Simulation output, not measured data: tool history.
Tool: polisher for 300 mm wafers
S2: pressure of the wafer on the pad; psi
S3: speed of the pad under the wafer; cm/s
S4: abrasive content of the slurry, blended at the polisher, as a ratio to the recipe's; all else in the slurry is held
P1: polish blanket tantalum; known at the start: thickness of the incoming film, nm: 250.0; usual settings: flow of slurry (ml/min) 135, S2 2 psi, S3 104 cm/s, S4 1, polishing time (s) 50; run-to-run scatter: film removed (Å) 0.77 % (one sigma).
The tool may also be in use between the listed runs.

Run 1, hour 4.5: flow of slurry (ml/min) 135, S2 2 psi, S3 104 cm/s, S4 1, polishing time (s) 50. Result: film removed (Å) 887.84.
Run 2, hour 10.4: flow of slurry (ml/min) 135, S2 3.1 psi, S3 104 cm/s, S4 1, polishing time (s) 50. Result: film removed (Å) 1384.1.
Run 3, hour 15.4: flow of slurry (ml/min) 135, S2 2 psi, S3 164 cm/s, S4 1, polishing time (s) 50. Result: film removed (Å) 1405.4.
Run 4, hour 23.4: flow of slurry (ml/min) 135, S2 2 psi, S3 104 cm/s, S4 1.45, polishing time (s) 50. Result: film removed (Å) 988.09.
Run 5, hour 30.9: flow of slurry (ml/min) 80, S2 2 psi, S3 104 cm/s, S4 1, polishing time (s) 50. Result: film removed (Å) 784.45.
Run 6, hour 38.9: flow of slurry (ml/min) 135, S2 2 psi, S3 104 cm/s, S4 0.55, polishing time (s) 50. Result: film removed (Å) 718.12.
Run 7, hour 43.2: flow of slurry (ml/min) 135, S2 2 psi, S3 104 cm/s, S4 1, polishing time (s) 50. Result: film removed (Å) 895.08.
Run 8, hour 48.6: flow of slurry (ml/min) 135, S2 2 psi, S3 104 cm/s, S4 1, polishing time (s) 50. Result: film removed (Å) 894.02.
Run 9, hour 53.1: flow of slurry (ml/min) 210, S2 2 psi, S3 104 cm/s, S4 1, polishing time (s) 50. Result: film removed (Å) 944.7.
Run 10, hour 60.4: flow of slurry (ml/min) 135, S2 2 psi, S3 48 cm/s, S4 1, polishing time (s) 50. Result: film removed (Å) 405.81.
Run 11, hour 67.8: flow of slurry (ml/min) 135, S2 2 psi, S3 104 cm/s, S4 1, polishing time (s) 78. Result: film removed (Å) 1404.7.
Run 12, hour 72.1: flow of slurry (ml/min) 135, S2 2 psi, S3 104 cm/s, S4 1, polishing time (s) 26. Result: film removed (Å) 454.21.
Run 13, hour 78.3: flow of slurry (ml/min) 135, S2 2.6 psi, S3 104 cm/s, S4 0.75, polishing time (s) 50. Result: film removed (Å) 1050.9.
Run 14, hour 86.2: flow of slurry (ml/min) 135, S2 2 psi, S3 104 cm/s, S4 1, polishing time (s) 50. Result: film removed (Å) 887.81.
Run 15, hour 92.3: flow of slurry (ml/min) 135, S2 0.9 psi, S3 104 cm/s, S4 1, polishing time (s) 50. Result: film removed (Å) 403.87.
Run 16, hour 99.2: flow of slurry (ml/min) 135, S2 2.8 psi, S3 54 cm/s, S4 1, polishing time (s) 50. Result: film removed (Å) 647.84.
Run 17, hour 107.4: flow of slurry (ml/min) 135, S2 2 psi, S3 160 cm/s, S4 0.55, polishing time (s) 50. Result: film removed (Å) 1111.9.
Run 18, hour 113.2: flow of slurry (ml/min) 135, S2 2 psi, S3 104 cm/s, S4 1, polishing time (s) 50. Result: film removed (Å) 897.18.
Run 19, hour 119.8: flow of slurry (ml/min) 135, S2 2 psi, S3 104 cm/s, S4 1, polishing time (s) 50. Result: film removed (Å) 849.87.
Run 20, hour 127.5: flow of slurry (ml/min) 135, S2 2 psi, S3 104 cm/s, S4 1, polishing time (s) 50. Result: film removed (Å) 837.82.
Run 21, hour 135.6: flow of slurry (ml/min) 135, S2 2 psi, S3 104 cm/s, S4 1, polishing time (s) 50. Result: film removed (Å) 813.04.
At hour 137.2: slurry blender recalibrated.
Run 22, hour 143.2: flow of slurry (ml/min) 135, S2 2 psi, S3 104 cm/s, S4 1, polishing time (s) 50. Result: film removed (Å) 802.07.
Run 23, hour 150.3: flow of slurry (ml/min) 135, S2 2 psi, S3 104 cm/s, S4 1, polishing time (s) 50. Result: film removed (Å) 805.96.
Run 24, hour 157.1: flow of slurry (ml/min) 135, S2 2 psi, S3 104 cm/s, S4 1, polishing time (s) 50. Result: film removed (Å) 796.17.
At hour 158.8: worn pad replaced by a new one.
Run 25, hour 161.2: flow of slurry (ml/min) 135, S2 2 psi, S3 104 cm/s, S4 1, polishing time (s) 50. Result: film removed (Å) 808.28.
Run 26, hour 165.5: flow of slurry (ml/min) 135, S2 2 psi, S3 104 cm/s, S4 1, polishing time (s) 50. Result: film removed (Å) 792.86.

Forecast run 27:
Run 27, hour 173.9: flow of slurry (ml/min) 135, S2 2 psi, S3 104 cm/s, S4 1, polishing time (s) 50. Result: film removed (Å) ?.

film removed (Å): 790.77

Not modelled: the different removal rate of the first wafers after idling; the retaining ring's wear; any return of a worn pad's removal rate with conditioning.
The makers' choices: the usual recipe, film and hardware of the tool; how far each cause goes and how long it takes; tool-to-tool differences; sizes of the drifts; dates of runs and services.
